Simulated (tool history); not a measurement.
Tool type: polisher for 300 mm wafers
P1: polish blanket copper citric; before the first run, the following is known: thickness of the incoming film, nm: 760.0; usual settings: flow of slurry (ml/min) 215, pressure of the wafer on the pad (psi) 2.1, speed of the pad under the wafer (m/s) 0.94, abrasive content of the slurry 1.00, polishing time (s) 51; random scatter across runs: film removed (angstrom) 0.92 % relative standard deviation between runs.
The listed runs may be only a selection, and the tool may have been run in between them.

run	hour	flow of slurry (ml/min)	pressure of the wafer on the pad (psi)	speed of the pad under the wafer (m/s)	abrasive content of the slurry	polishing time (s)	wafers polished on this pad	hours since the slurry nozzle was cleaned	hours since the head pressure was calibrated	hours since the slurry blender was calibrated	film removed (angstrom)
1	4.2	215	2.1	0.94	1.00	51	700	74.6	224.8	101.6	810.80
2	7.8	215	2.1	0.46	1.00	51	727	78.2	228.4	105.2	415.30
3	11.8	130	2.1	0.94	1.00	51	757	82.2	232.4	109.2	747.63
4	15.6	215	1.6	1.24	1.00	51	785	86.0	236.2	113.0	796.28
5	17.9	215	1.2	0.94	1.00	51	803	88.3	238.5	115.3	478.46
6	21.8	215	1.3	0.48	1.00	51	832	92.2	242.4	119.2	276.73
7	24.6	215	2.1	0.94	1.00	51	853	95.0	245.2	122.0	809.89
8	27.2	215	2.1	0.94	0.50	51	872	97.6	247.8	124.6	692.59
9	30.6	285	2.1	0.94	1.00	51	898	101.0	251.2	128.0	836.76
10	33.1	215	2.1	0.94	1.45	51	917	103.5	253.7	130.5	865.68
11	36.8	215	2.1	0.60	1.00	35	944	107.2	257.4	134.2	355.88
12	39.4	215	2.1	1.18	1.00	51	964	109.8	260.0	136.8	1008.80
13	43.4	215	2.1	0.94	1.00	51	994	113.8	264.0	140.8	795.98
14	47.8	215	2.1	0.94	1.00	73	1027	118.2	268.4	145.2	1141.00

Estimate the outcome of run 15 from the log above:
15	50.6	215	2.1	0.94	1.00	51	1048	121.0	271.2	148.0	?

film removed (angstrom): 810.75

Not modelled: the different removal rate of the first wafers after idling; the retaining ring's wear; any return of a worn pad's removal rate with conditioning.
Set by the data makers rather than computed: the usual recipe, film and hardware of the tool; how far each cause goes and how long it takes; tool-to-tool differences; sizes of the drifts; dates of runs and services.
